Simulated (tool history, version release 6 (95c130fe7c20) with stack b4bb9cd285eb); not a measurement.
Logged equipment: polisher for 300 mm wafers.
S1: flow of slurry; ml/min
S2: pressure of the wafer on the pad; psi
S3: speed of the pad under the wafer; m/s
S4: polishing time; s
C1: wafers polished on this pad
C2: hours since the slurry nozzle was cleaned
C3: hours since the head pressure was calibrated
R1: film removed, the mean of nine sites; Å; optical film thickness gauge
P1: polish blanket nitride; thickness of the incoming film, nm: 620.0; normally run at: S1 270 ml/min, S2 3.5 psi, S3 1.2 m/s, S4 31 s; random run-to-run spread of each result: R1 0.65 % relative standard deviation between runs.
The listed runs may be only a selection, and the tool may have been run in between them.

{"run": 1, "day": 0.388, "S1": 270, "S2": 3.5, "S3": 1.2, "S4": 31, "C1": 1074, "C2": 229, "C3": 330.2, "R1": 625.03}
{"run": 2, "day": 0.646, "S1": 270, "S2": 5.4, "S3": 1.2, "S4": 31, "C1": 1145, "C2": 235.2, "C3": 336.4, "R1": 968.24}
{"run": 3, "day": 0.912, "S1": 270, "S2": 4.8, "S3": 0.88, "S4": 31, "C1": 1219, "C2": 241.6, "C3": 342.8, "R1": 674.8}
{"run": 4, "day": 1.158, "S1": 270, "S2": 3.5, "S3": 1.2, "S4": 31, "C1": 1287, "C2": 247.5, "C3": 348.7, "R1": 622.67}
{"run": 5, "day": 1.338, "S1": 270, "S2": 1.6, "S3": 1.2, "S4": 31, "C1": 1337, "C2": 251.8, "C3": 353, "R1": 286.73}
{"run": 6, "day": 1.588, "S1": 355, "S2": 3.5, "S3": 1.2, "S4": 41, "C1": 1406, "C2": 257.8, "C3": 359, "R1": 849.17}
{"run": 7, "day": 1.946, "S1": 270, "S2": 3.5, "S3": 1.2, "S4": 31, "C1": 1505, "C2": 266.4, "C3": 367.6, "R1": 638.06}
{"run": 8, "day": 2.208, "S1": 270, "S2": 3.5, "S3": 1.2, "S4": 31, "C1": 1578, "C2": 272.7, "C3": 373.9, "R1": 621.99}
{"run": 9, "day": 2.504, "S1": 270, "S2": 3.5, "S3": 1.2, "S4": 41, "C1": 1659, "C2": 279.8, "C3": 381, "R1": 826.86}
{"run": 10, "day": 2.8, "S1": 270, "S2": 3.5, "S3": 1.2, "S4": 31, "C1": 1741, "C2": 286.9, "C3": 388.1, "R1": 629.87}
{"run": 11, "day": 3.067, "S1": 160, "S2": 3.5, "S3": 1.2, "S4": 31, "C1": 1815, "C2": 293.3, "C3": 394.5, "R1": 588.34}
{"run": 12, "day": 3.467, "S1": 270, "S2": 3.5, "S3": 0.54, "S4": 31, "C1": 1926, "C2": 302.9, "C3": 404.1, "R1": 334.25}
{"run": 13, "day": 3.854, "S1": 270, "S2": 3.5, "S3": 1.2, "S4": 19, "C1": 2033, "C2": 312.2, "C3": 413.4, "R1": 383.08}
{"run": 14, "day": 4.133, "S1": 385, "S2": 3.5, "S3": 1.2, "S4": 31, "C1": 2110, "C2": 318.9, "C3": 420.1, "R1": 651.18}
{"run": 15, "day": 4.379, "S1": 270, "S2": 1.6, "S3": 1.2, "S4": 48, "C1": 2178, "C2": 324.8, "C3": 426, "R1": 444.16}
{"run": 16, "day": 4.742, "S1": 270, "S2": 3.5, "S3": 1.2, "S4": 31, "C1": 2279, "C2": 333.5, "C3": 434.7, "R1": 626.37}
{"run": 17, "day": 5.083, "S1": 270, "S2": 3.5, "S3": 1.68, "S4": 31, "C1": 2373, "C2": 341.7, "C3": 442.9, "R1": 827.2}
{"run": 18, "day": 5.312, "S1": 270, "S2": 3.5, "S3": 1.2, "S4": 31, "C1": 2436, "C2": 347.2, "C3": 448.4, "R1": 629.25}
{"run": 19, "day": 5.621, "S1": 270, "S2": 3.5, "S3": 1.2, "S4": 31, "C1": 2522, "C2": 354.6, "C3": 455.8, "R1": 621.56}
{"run": 20, "day": 5.821, "S1": 270, "S2": 3.5, "S3": 1.2, "S4": 31, "C1": 2577, "C2": 359.4, "C3": 460.6, "R1": 611.19}
{"run": 21, "day": 6.204, "S1": 270, "S2": 3.5, "S3": 1.2, "S4": 31, "C1": 2683, "C2": 368.6, "C3": 469.8, "R1": 599.19}
{"run": 22, "day": 6.496, "S1": 270, "S2": 3.5, "S3": 1.2, "S4": 31, "C1": 2764, "C2": 375.6, "C3": 476.8, "R1": 597.22}
{"day": 6.554, "done": "head pressure recalibrated"}
{"run": 23, "day": 6.692, "S1": 270, "S2": 3.5, "S3": 1.2, "S4": 31, "C1": 2818, "C2": 380.3, "C3": 3.3, "R1": 597.04}
{"run": 24, "day": 6.988, "S1": 270, "S2": 3.5, "S3": 1.2, "S4": 31, "C1": 2900, "C2": 387.4, "C3": 10.4, "R1": 595.74}
{"run": 25, "day": 7.338, "S1": 270, "S2": 3.5, "S3": 1.2, "S4": 31, "C1": 2997, "C2": 395.8, "C3": 18.8, "R1": 590.03}

P1 has crept away from where it was. The log is fitted equally well by each of these 2 causes, at the sizes shown:
A: removal rate lost through wear of the pad, % = 5.7
B: slurry flow missing at the pad, % = 37.4
The drift started at roughly day 5.621.
Excluded causes, each with its reason:
head's pressure below its setpoint, %: maintenance at day 6.554, after the shift began, did not return the process to its former output

The 4 check runs listed below each average the results of 2 wafers, and their outcomes are marked with question marks. Under which run would the listed causes produce clearly different results?
{"run": "check 1", "day": 7.688, "S1": 160, "S2": 3.5, "S3": 1.2, "S4": 39, "R1": "?"}
{"run": "check 2", "day": 7.688, "S1": 270, "S2": 4.8, "S3": 1.2, "S4": 21, "R1": "?"}
{"run": "check 3", "day": 7.688, "S1": 270, "S2": 4.9, "S3": 0.72, "S4": 31, "R1": "?"}
{"run": "check 4", "day": 7.688, "S1": 270, "S2": 1.6, "S3": 0.88, "S4": 31, "R1": "?"}

Predicted outcomes, by check and by cause:
check=check_1 result=R1 if_A=696.88 if_B=671.8
check=check_2 result=R1 if_A=550.56 if_B=550.51
check=check_3 result=R1 if_A=551.34 if_B=551.3
check=check_4 result=R1 if_A=211.38 if_B=211.36
Per-check spread between the two closest causes, in the result where they differ most: check 1 3.67 %; check 2 0.01 %; check 3 0.01 %; check 4 0.01 %
Check 1 tells the causes apart: in the others they would give nearly the same result.

With check 1 done, the readings were: R1 698.23 Å. Identify which of the listed causes applies.

It was cause A: removal rate lost through wear of the pad, %.
